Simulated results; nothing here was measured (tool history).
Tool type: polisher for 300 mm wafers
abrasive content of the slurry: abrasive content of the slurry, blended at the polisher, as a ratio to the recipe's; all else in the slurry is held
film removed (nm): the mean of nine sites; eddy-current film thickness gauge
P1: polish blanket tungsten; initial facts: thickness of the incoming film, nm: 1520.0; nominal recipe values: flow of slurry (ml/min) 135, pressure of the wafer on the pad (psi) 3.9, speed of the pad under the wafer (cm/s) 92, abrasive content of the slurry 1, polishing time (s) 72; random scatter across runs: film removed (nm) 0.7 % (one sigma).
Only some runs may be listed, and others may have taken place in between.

run,hour,flow of slurry (ml/min),pressure of the wafer on the pad (psi),speed of the pad under the wafer (cm/s),abrasive content of the slurry,polishing time (s),film removed (nm)
1,12.5,135,3.9,92,1,72,270.35
2,20.8,135,2,92,1,72,138.62
3,26.8,135,3.9,92,1,72,270.86
4,39,80,3.9,92,1,72,237.84
5,51.4,195,3.9,92,1,72,285.52
# hour 51.5: head pressure recalibrated
6,59.5,135,5.7,92,1,45,247.79
7,67.4,135,5.9,92,1,72,407.07
8,79.6,135,3.9,92,1,37,138.02
# hour 88.2: worn pad replaced by a new one
9,89.6,135,3.9,92,1.35,100,407.64
10,97.7,135,3.9,92,1,105,390.25
11,106.6,135,3.9,92,1,72,271.4
12,113.8,135,3.9,92,1.5,72,298.78
13,125.9,135,3.9,54,1,72,158.42
14,133.3,135,3.9,132,1,72,390.76
15,141.2,135,3.9,92,1,72,268.86
# hour 146.9: slurry tank refilled with fresh slurry and peroxide
16,148.7,135,3.9,92,0.55,72,235.5
17,159.2,135,3.9,92,1,72,272.62
18,168.6,135,3.9,116,0.6,72,300.51
19,179.3,135,3.9,92,1,72,271.54
20,185.4,135,3.9,92,1,72,263.87
21,195.4,135,3.9,92,1,72,253.61
22,201.2,135,3.9,92,1,72,254.24
# hour 204.7: slurry blender recalibrated
23,207.6,135,3.9,92,1,72,252.21
24,213.9,135,3.9,92,1,72,248.93
# hour 217.8: head pressure recalibrated
# hour 219.9: worn pad replaced by a new one
25,223.3,135,3.9,92,1,72,245.03
26,230.1,135,3.9,92,1,72,245.77
27,238.9,135,3.9,92,1,72,245.63

P1 no longer gives what it gave before; its output has crept away from where it was. The following 2 causes, each at its listed size, fit the log equally well:
A: slurry flow missing at the pad, % = 32.9
B: peroxide lost from the slurry, % = 20.9
The gradual shift began around hour 179.3.
Why every other cause is out:
removal rate lost through wear of the pad, %: its service at hour 219.9 followed the start of the drift and did not put the process back to its old value
head's pressure below its setpoint, %: its service at hour 217.8 followed the start of the drift and did not put the process back to its old value
abrasive missing from the slurry, %: its service at hour 204.7 followed the start of the drift and did not put the process back to its old value

Which of the check runs below tells the causes apart, meaning the causes would give it clearly different results? Each run uses 5 wafers whose results are averaged, and each result is shown as a question mark.
check 1,247.7,135,2.3,92,1,72,?
check 2,247.7,135,3.9,122,1,72,?
check 3,247.7,135,3.9,92,1.4,72,?
check 4,247.7,195,3.9,92,1,72,?

If the cause were each of the candidates in turn, the checks would give the following:
check,result,if A,if B
check 1,film removed (nm),145.71,145.71
check 2,film removed (nm),327.65,327.65
check 3,film removed (nm),267.88,267.88
check 4,film removed (nm),269.13,262.21
How far apart the two closest causes lie, in the result that separates them most: check 1 0 %; check 2 0 %; check 3 0 %; check 4 2.61 %
The causes can be told apart only by check 4. The other checks would give nearly the same results under each of them.

Check 4 was then run and gave: film removed (nm) 262.18. Which cause is it?

It was cause B: peroxide lost from the slurry, %.
